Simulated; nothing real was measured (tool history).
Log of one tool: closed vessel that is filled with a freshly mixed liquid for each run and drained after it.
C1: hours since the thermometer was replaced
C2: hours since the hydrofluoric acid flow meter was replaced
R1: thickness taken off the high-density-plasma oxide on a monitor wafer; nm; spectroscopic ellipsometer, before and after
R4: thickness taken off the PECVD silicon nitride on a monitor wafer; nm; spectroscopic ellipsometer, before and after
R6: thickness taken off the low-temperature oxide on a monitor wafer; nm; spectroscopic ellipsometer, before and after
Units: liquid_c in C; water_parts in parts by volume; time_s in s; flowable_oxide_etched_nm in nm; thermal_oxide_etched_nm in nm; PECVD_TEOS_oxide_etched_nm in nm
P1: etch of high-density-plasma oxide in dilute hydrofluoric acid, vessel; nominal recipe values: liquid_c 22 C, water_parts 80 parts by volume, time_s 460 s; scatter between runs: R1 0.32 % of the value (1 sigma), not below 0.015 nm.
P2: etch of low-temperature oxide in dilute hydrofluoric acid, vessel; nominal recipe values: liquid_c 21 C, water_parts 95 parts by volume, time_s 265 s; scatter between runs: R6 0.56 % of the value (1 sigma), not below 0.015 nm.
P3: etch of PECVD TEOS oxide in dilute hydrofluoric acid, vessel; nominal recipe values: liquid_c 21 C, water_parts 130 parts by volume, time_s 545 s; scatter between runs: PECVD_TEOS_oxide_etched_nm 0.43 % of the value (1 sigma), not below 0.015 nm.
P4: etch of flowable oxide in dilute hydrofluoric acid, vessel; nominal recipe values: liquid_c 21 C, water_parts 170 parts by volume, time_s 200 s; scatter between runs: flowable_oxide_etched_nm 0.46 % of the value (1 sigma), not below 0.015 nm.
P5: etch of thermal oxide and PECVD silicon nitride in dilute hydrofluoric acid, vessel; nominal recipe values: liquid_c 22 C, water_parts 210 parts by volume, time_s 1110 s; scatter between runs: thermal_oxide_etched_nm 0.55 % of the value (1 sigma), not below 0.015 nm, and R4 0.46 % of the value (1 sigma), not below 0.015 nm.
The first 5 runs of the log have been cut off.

{"run": 6, "day": 2.012, "process": "P1", "liquid_c": 22, "water_parts": 45, "time_s": 460, "C1": 1079.6, "C2": 697.6, "R1": 51.414}
{"run": 7, "day": 2.325, "process": "P1", "liquid_c": 22, "water_parts": 80, "time_s": 150, "C1": 1087.1, "C2": 705.1, "R1": 9.0326}
{"run": 8, "day": 2.7, "process": "P5", "liquid_c": 22, "water_parts": 210, "time_s": 380, "C1": 1096.1, "C2": 714.1, "thermal_oxide_etched_nm": 7.4944, "R4": 2.7189}
{"run": 9, "day": 2.925, "process": "P1", "liquid_c": 22, "water_parts": 80, "time_s": 755, "C1": 1101.5, "C2": 719.5, "R1": 45.519}
{"run": 10, "day": 3.2, "process": "P1", "liquid_c": 22, "water_parts": 80, "time_s": 460, "C1": 1108.1, "C2": 726.1, "R1": 27.652}
{"run": 11, "day": 3.538, "process": "P1", "liquid_c": 26, "water_parts": 25, "time_s": 460, "C1": 1116.2, "C2": 734.2, "R1": 112.75}
{"run": 12, "day": 3.9, "process": "P4", "liquid_c": 17, "water_parts": 170, "time_s": 200, "C1": 1124.9, "C2": 742.9, "flowable_oxide_etched_nm": 32.765}
{"run": 13, "day": 4.254, "process": "P3", "liquid_c": 21, "water_parts": 130, "time_s": 545, "C1": 1133.4, "C2": 751.4, "PECVD_TEOS_oxide_etched_nm": 49.47}
{"run": 14, "day": 4.517, "process": "P2", "liquid_c": 21, "water_parts": 175, "time_s": 265, "C1": 1139.7, "C2": 757.7, "R6": 13.472}
{"run": 15, "day": 4.896, "process": "P3", "liquid_c": 21, "water_parts": 130, "time_s": 890, "C1": 1148.8, "C2": 766.8, "PECVD_TEOS_oxide_etched_nm": 80.765}
{"run": 16, "day": 5.075, "process": "P4", "liquid_c": 21, "water_parts": 170, "time_s": 355, "C1": 1153.1, "C2": 771.1, "flowable_oxide_etched_nm": 68.241}
{"run": 17, "day": 5.275, "process": "P5", "liquid_c": 22, "water_parts": 210, "time_s": 1110, "C1": 1157.9, "C2": 775.9, "thermal_oxide_etched_nm": 21.635, "R4": 7.7774}
{"run": 18, "day": 5.617, "process": "P2", "liquid_c": 21, "water_parts": 95, "time_s": 265, "C1": 1166.1, "C2": 784.1, "R6": 26.986}
{"run": 19, "day": 5.854, "process": "P4", "liquid_c": 21, "water_parts": 170, "time_s": 200, "C1": 1171.8, "C2": 789.8, "flowable_oxide_etched_nm": 38.344}
{"run": 20, "day": 6.238, "process": "P5", "liquid_c": 28, "water_parts": 210, "time_s": 1110, "C1": 1181.0, "C2": 799.0, "thermal_oxide_etched_nm": 26.909, "R4": 11.286}
{"run": 21, "day": 6.525, "process": "P5", "liquid_c": 22, "water_parts": 115, "time_s": 1110, "C1": 1187.9, "C2": 805.9, "thermal_oxide_etched_nm": 43.954, "R4": 13.952}
{"run": 22, "day": 6.821, "process": "P1", "liquid_c": 22, "water_parts": 80, "time_s": 460, "C1": 1195.0, "C2": 813.0, "R1": 27.654}

Run 23 is up next; what results do you expect?
{"run": 23, "day": 7.183, "process": "P2", "liquid_c": 21, "water_parts": 95, "time_s": 265, "C1": 1203.7, "C2": 821.7, "R6": "?"}

Run 23 came out at R6 27.133 nm.
